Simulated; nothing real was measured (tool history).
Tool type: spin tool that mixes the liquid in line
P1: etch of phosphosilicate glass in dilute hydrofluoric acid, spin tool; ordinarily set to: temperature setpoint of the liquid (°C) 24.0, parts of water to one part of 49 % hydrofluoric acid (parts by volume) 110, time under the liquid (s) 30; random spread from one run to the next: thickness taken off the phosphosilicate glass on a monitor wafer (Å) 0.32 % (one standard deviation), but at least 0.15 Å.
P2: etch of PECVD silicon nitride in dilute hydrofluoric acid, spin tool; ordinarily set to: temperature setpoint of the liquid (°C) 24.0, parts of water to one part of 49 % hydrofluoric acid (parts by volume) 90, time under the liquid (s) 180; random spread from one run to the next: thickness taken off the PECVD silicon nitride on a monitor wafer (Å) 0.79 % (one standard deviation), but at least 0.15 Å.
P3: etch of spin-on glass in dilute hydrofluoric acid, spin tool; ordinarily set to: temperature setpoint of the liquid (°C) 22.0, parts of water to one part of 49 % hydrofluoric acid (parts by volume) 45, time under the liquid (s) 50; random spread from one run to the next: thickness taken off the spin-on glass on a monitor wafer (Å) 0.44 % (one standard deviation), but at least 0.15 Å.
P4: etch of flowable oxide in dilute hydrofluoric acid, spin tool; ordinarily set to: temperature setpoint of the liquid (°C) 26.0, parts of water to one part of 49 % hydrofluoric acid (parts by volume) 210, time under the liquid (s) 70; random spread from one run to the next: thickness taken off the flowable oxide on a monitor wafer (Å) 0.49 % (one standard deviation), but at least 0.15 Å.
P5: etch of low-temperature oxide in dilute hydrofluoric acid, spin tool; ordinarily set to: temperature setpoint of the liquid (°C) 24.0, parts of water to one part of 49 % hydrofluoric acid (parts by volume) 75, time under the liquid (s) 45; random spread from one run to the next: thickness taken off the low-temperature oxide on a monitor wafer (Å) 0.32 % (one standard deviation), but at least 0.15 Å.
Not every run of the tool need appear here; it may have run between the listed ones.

run	hour	process that ran	temperature setpoint of the liquid (°C)	parts of water to one part of 49 % hydrofluoric acid (parts by volume)	time under the liquid (s)	hours since the thermometer was replaced	hours since the hydrofluoric acid flow meter was replaced	thickness taken off the phosphosilicate glass on a monitor wafer (Å)	thickness taken off the flowable oxide on a monitor wafer (Å)	thickness taken off the PECVD silicon nitride on a monitor wafer (Å)	thickness taken off the low-temperature oxide on a monitor wafer (Å)	thickness taken off the spin-on glass on a monitor wafer (Å)
1	3.5	P1	24.0	110	30	2023.8	265.8	297.48				
2	7.7	P4	26.0	80	70	2028.0	270.0		310.210			
3	11.5	P1	24.0	65	30	2031.8	273.8	528.17				
4	15.1	P1	21.0	110	15	2035.4	277.4	130.94				
5	17.3	P4	19.5	210	70	2037.6	279.6		79.816			
6	19.2	P2	24.0	90	365	2039.5	281.5			67.315		
7	21.5	P1	30.0	110	15	2041.8	283.8	186.61				
8	25.3	P5	24.0	75	65	2045.6	287.6				109.010	
9	29.5	P3	22.0	45	50	2049.8	291.8					364.76
10	34.0	P1	24.0	110	30	2054.3	296.3	296.34				
11	36.1	P2	24.0	90	180	2056.4	298.4			33.389		
12	39.9	P5	24.0	75	45	2060.2	302.2				75.077	
13	43.4	P1	24.0	110	55	2063.7	305.7	540.25				
14	45.9	P2	24.0	160	180	2066.2	308.2			18.708		
15	48.1	P2	31.0	90	180	2068.4	310.4			51.904		
16	50.6	P1	24.0	110	15	2070.9	312.9	148.08				
17	54.3	P3	22.0	45	15	2074.6	316.6					109.17
18	58.4	P5	24.0	75	45	2078.7	320.7				74.948	
19	61.3	P1	24.0	110	30	2081.6	323.6	294.65				
20	63.4	P5	31.5	75	45	2083.7	325.7				101.130	
21	67.6	P4	26.0	210	15	2087.9	329.9		21.448			
22	70.1	P1	24.0	160	30	2090.4	332.4	191.78				
23	72.2	P4	26.0	210	70	2092.5	334.5		101.790			
24	75.8	P3	22.0	70	50	2096.1	338.1					228.11
25	78.8	P5	24.0	110	45	2099.1	341.1				49.119	
26	82.4	P1	20.0	110	55	2102.7	344.7	459.64				
27	85.8	P1	24.0	110	30	2106.1	348.1	295.70				
28	89.5	P1	24.0	110	30	2109.8	351.8	294.40				
29	93.7	P1	24.0	110	30	2114.0	356.0	294.31				
30	98.1	P3	26.5	45	50	2118.4	360.4					433.35
31	100.6	P1	29.0	110	30	2120.9	362.9	357.69				
32	103.4	P1	17.0	110	30	2123.7	365.7	222.22				
33	105.8	P1	24.0	110	30	2126.1	368.1	294.49				
34	108.0	P1	24.0	110	30	2128.3	370.3	302.40				
35	111.8	P1	24.0	110	30	2132.1	374.1	307.20				
36	113.9	P1	24.0	110	30	2134.2	376.2	310.49				
37	116.1	P1	24.0	110	30	2136.4	378.4	310.77				
38	118.2	P1	24.0	110	30	2138.5	380.5	309.19				
39	122.6	P1	24.0	110	30	2142.9	384.9	310.74				

The output of P1 has drifted from where it used to be. Each of the 2 causes below, taken at the size shown beside it, accounts for the log equally well:
A: liquid hotter than its thermometer reads (K) = 1.41
B: hydrofluoric acid flow above the setpoint (%) = 4.96
The creep began at about hour 105.8.

Below are 4 check runs, each averaged over 3 wafers, with their results shown as question marks. Which of them would give clearly different results depending on which cause is behind the drift?
check 1	127.0	P3	22.0	70	15							?
check 2	127.0	P2	30.0	90	315					?		
check 3	127.0	P5	31.5	75	45						?	
check 4	127.0	P4	26.0	135	70				?			

Predicted outcomes, by check and by cause:
check	result	if A	if B
check 1	thickness taken off the spin-on glass on a monitor wafer (Å)	71.919	71.543
check 2	thickness taken off the PECVD silicon nitride on a monitor wafer (Å)	94.066	90.385
check 3	thickness taken off the low-temperature oxide on a monitor wafer (Å)	106.580	106.660
check 4	thickness taken off the flowable oxide on a monitor wafer (Å)	181.660	182.250
Gap, in per cent, between the two causes that each check separates least, read from the result that separates them most: check 1 0.52 %; check 2 3.99 %; check 3 0.07 %; check 4 0.32 %
Check 2 tells the causes apart: in the others they would give nearly the same result.

With check 2 done, the readings were: thickness taken off the PECVD silicon nitride on a monitor wafer (Å) 94.373. Identify which of the listed causes applies.

Of the candidate causes, it is A: liquid hotter than its thermometer reads (K).

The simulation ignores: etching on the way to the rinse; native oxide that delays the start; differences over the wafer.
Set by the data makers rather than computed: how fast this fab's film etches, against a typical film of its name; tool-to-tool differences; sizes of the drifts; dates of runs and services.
